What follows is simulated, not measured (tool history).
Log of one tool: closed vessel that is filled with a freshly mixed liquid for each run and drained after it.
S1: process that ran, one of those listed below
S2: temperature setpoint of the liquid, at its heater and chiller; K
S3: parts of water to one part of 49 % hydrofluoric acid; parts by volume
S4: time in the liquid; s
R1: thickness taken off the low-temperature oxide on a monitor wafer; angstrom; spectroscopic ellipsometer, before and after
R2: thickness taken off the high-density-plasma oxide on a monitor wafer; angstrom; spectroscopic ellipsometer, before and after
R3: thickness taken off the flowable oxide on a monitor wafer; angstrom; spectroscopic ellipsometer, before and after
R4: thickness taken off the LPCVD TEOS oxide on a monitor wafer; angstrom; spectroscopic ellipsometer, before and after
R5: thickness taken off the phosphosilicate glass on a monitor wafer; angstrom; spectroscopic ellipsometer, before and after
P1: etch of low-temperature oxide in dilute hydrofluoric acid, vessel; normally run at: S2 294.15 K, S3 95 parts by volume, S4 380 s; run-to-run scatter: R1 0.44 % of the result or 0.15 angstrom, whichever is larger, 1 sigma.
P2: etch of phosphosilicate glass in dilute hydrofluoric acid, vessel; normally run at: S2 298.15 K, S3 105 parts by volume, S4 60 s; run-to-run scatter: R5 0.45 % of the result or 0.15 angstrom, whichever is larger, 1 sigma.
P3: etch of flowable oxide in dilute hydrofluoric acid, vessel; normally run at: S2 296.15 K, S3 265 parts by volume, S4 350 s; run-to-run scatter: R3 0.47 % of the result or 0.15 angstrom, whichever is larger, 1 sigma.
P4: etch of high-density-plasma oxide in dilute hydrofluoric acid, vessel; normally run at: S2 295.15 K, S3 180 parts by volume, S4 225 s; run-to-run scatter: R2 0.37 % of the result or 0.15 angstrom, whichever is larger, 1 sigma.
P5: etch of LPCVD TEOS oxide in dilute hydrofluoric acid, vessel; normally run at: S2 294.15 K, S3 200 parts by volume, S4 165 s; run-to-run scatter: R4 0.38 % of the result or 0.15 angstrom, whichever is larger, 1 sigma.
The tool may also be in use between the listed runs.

run 1 hour=6.1 | S1=P1 S2=294.15 S3=95 S4=380 | R1=432.7
run 2 hour=11.4 | S1=P4 S2=295.15 S3=180 S4=225 | R2=96.605
run 3 hour=14.8 | S1=P1 S2=294.15 S3=95 S4=380 | R1=431.12
run 4 hour=19.4 | S1=P3 S2=296.15 S3=265 S4=350 | R3=250.09
run 5 hour=22.9 | S1=P5 S2=294.15 S3=90 S4=165 | R4=552.63
run 6 hour=29.1 | S1=P1 S2=294.15 S3=95 S4=30 | R1=33.978
run 7 hour=33 | S1=P1 S2=301.65 S3=95 S4=380 | R1=581.36
run 8 hour=36.3 | S1=P1 S2=294.15 S3=25 S4=570 | R1=2701.2
run 9 hour=40.1 | S1=P4 S2=295.15 S3=180 S4=425 | R2=182.67
run 10 hour=43.6 | S1=P1 S2=294.15 S3=95 S4=380 | R1=429.19
run 11 hour=48.7 | S1=P1 S2=294.15 S3=95 S4=380 | R1=429.07
run 12 hour=52.9 | S1=P2 S2=298.15 S3=105 S4=85 | R5=1632.9
run 13 hour=59.6 | S1=P4 S2=295.15 S3=70 S4=225 | R2=281.04
run 14 hour=62.8 | S1=P5 S2=294.15 S3=200 S4=165 | R4=218.81
run 15 hour=68.9 | S1=P5 S2=300.15 S3=200 S4=165 | R4=275.88
run 16 hour=73.1 | S1=P1 S2=294.15 S3=95 S4=380 | R1=429.42
run 17 hour=76.6 | S1=P4 S2=299.65 S3=180 S4=225 | R2=114.48
run 18 hour=81.8 | S1=P1 S2=294.15 S3=95 S4=655 | R1=736.52
run 19 hour=86.6 | S1=P1 S2=294.15 S3=25 S4=380 | R1=1763.8
run 20 hour=92.6 | S1=P2 S2=290.15 S3=105 S4=60 | R5=827.25
run 21 hour=95.8 | S1=P1 S2=294.15 S3=95 S4=380 | R1=429.73
run 22 hour=101.9 | S1=P3 S2=296.15 S3=450 S4=350 | R3=122.65
run 23 hour=106.6 | S1=P3 S2=296.15 S3=265 S4=155 | R3=110.6
run 24 hour=109.9 | S1=P3 S2=296.15 S3=265 S4=350 | R3=246.46
run 25 hour=115.6 | S1=P1 S2=294.15 S3=135 S4=380 | R1=290.02
run 26 hour=121.2 | S1=P2 S2=298.15 S3=35 S4=60 | R5=3772.7
run 27 hour=126.5 | S1=P3 S2=303.65 S3=265 S4=350 | R3=322.95
run 28 hour=130.1 | S1=P5 S2=294.15 S3=200 S4=30 | R4=40.441
run 29 hour=135 | S1=P2 S2=298.15 S3=105 S4=60 | R5=1154.2
run 30 hour=140.7 | S1=P1 S2=290.15 S3=95 S4=380 | R1=364.47
run 31 hour=146.5 | S1=P1 S2=294.15 S3=95 S4=380 | R1=430.36

Run 32 comes next. What will it give?
run 32 hour=152.5 | S1=P1 S2=294.15 S3=95 S4=380 | R1=?

R1: 450.1 angstrom
